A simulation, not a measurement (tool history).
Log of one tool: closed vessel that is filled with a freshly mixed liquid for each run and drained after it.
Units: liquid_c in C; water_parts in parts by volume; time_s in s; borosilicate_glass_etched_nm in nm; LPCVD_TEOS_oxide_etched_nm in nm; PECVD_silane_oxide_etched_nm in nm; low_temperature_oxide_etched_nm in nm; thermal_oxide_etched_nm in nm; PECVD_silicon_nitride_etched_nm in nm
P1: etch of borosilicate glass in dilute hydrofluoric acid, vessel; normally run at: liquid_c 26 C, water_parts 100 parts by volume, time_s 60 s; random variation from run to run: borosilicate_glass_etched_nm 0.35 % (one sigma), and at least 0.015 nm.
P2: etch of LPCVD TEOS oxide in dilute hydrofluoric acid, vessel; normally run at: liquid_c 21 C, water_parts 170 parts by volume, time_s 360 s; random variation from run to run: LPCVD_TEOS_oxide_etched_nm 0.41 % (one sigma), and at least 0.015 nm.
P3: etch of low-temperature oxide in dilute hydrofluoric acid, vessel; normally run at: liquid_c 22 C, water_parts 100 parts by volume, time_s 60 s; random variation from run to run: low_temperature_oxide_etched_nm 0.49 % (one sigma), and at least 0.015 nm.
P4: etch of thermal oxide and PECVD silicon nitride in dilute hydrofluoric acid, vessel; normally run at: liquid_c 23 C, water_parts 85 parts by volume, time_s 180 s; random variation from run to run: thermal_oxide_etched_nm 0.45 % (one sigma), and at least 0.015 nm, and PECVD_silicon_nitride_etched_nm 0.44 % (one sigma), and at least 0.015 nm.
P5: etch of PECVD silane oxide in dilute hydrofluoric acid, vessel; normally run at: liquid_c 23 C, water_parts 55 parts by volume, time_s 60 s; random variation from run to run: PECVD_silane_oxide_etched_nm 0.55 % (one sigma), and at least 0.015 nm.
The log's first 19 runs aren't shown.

run,hour,process,liquid_c,water_parts,time_s,hours since the thermometer was replaced,hours since the hydrofluoric acid flow meter was replaced,borosilicate_glass_etched_nm,LPCVD_TEOS_oxide_etched_nm,PECVD_silane_oxide_etched_nm,low_temperature_oxide_etched_nm,thermal_oxide_etched_nm,PECVD_silicon_nitride_etched_nm
20,124.9,P2,21,170,360,51.2,1083.8,,28.91,,,,
21,129,P3,22,155,60,55.3,1087.9,,,,6.0961,,
22,133.2,P4,23,50,180,59.5,1092.1,,,,,17.545,10.777
23,139.3,P2,21,170,635,65.6,1098.2,,51.296,,,,
24,145.5,P5,23,55,60,71.8,1104.4,,,29.263,,,
25,151.5,P2,21,170,360,77.8,1110.4,,29.028,,,,
26,155.5,P1,26,100,60,81.8,1114.4,18.204,,,,,
27,163.8,P4,23,85,180,90.1,1122.7,,,,,9.989,6.3793
28,168.4,P1,26,100,60,94.7,1127.3,18.173,,,,,
29,175.8,P4,23,85,335,102.1,1134.7,,,,,18.459,11.851
30,180.7,P4,18,85,180,107,1139.6,,,,,8.1444,4.564
31,187.2,P1,26,100,35,113.5,1146.1,10.578,,,,,
32,194.3,P5,23,80,60,120.6,1153.2,,,19.387,,,
33,201.4,P3,22,100,95,127.7,1160.3,,,,15.677,,
34,207.9,P1,26,100,60,134.2,1166.8,18.109,,,,,
35,212.6,P1,26,100,60,138.9,1171.5,17.679,,,,,
36,217.6,P1,26,100,60,143.9,1176.5,17.385,,,,,

Forecast run 37:
37,223.2,P1,26,100,60,149.5,1182.1,?,,,,,

Run 37 gave borosilicate_glass_etched_nm 17.138 nm.

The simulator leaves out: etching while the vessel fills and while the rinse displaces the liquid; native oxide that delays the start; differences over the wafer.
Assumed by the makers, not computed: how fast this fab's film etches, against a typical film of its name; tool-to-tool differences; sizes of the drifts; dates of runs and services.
